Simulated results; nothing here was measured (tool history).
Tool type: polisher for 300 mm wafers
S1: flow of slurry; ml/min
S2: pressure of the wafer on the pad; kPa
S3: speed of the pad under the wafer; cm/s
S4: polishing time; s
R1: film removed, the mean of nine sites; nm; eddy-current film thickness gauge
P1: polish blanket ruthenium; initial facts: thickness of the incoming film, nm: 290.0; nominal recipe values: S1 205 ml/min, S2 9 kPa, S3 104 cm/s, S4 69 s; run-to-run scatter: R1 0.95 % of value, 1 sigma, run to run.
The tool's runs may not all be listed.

{"run": 1, "hour": 6.4, "S1": 205, "S2": 9, "S3": 104, "S4": 69, "R1": 62.488}
{"run": 2, "hour": 14.2, "S1": 125, "S2": 9, "S3": 104, "S4": 69, "R1": 58.052}
{"run": 3, "hour": 22.5, "S1": 205, "S2": 9, "S3": 104, "S4": 69, "R1": 61.891}
{"run": 4, "hour": 28.0, "S1": 205, "S2": 6.2, "S3": 104, "S4": 69, "R1": 43.628}
{"run": 5, "hour": 37.3, "S1": 205, "S2": 12.4, "S3": 104, "S4": 53, "R1": 66.375}
{"run": 6, "hour": 42.6, "S1": 205, "S2": 9, "S3": 104, "S4": 69, "R1": 61.652}
{"run": 7, "hour": 50.5, "S1": 305, "S2": 9, "S3": 104, "S4": 69, "R1": 65.157}
{"run": 8, "hour": 56.6, "S1": 205, "S2": 9, "S3": 104, "S4": 69, "R1": 62.619}
{"run": 9, "hour": 65.4, "S1": 205, "S2": 9, "S3": 104, "S4": 109, "R1": 99.036}
{"run": 10, "hour": 72.0, "S1": 205, "S2": 9, "S3": 104, "S4": 69, "R1": 62.101}
{"run": 11, "hour": 76.9, "S1": 205, "S2": 9, "S3": 104, "S4": 69, "R1": 62.453}
{"run": 12, "hour": 87.7, "S1": 205, "S2": 14.5, "S3": 104, "S4": 69, "R1": 100.08}
{"run": 13, "hour": 94.0, "S1": 205, "S2": 9, "S3": 152, "S4": 69, "R1": 92.538}
{"run": 14, "hour": 100.6, "S1": 205, "S2": 9, "S3": 48, "S4": 69, "R1": 29.196}
{"run": 15, "hour": 105.5, "S1": 270, "S2": 9, "S3": 154, "S4": 69, "R1": 95.389}
{"run": 16, "hour": 116.2, "S1": 205, "S2": 9, "S3": 104, "S4": 39, "R1": 35.37}
{"run": 17, "hour": 123.8, "S1": 295, "S2": 9, "S3": 160, "S4": 69, "R1": 98.919}
{"run": 18, "hour": 134.6, "S1": 205, "S2": 9, "S3": 104, "S4": 69, "R1": 62.535}
{"run": 19, "hour": 143.9, "S1": 205, "S2": 9, "S3": 104, "S4": 69, "R1": 60.746}
{"run": 20, "hour": 150.2, "S1": 205, "S2": 9, "S3": 104, "S4": 69, "R1": 61.004}

Expected results for the next run?
{"run": 21, "hour": 159.1, "S1": 205, "S2": 9, "S3": 104, "S4": 69, "R1": "?"}

Run 21 came out at R1 61.046 nm.
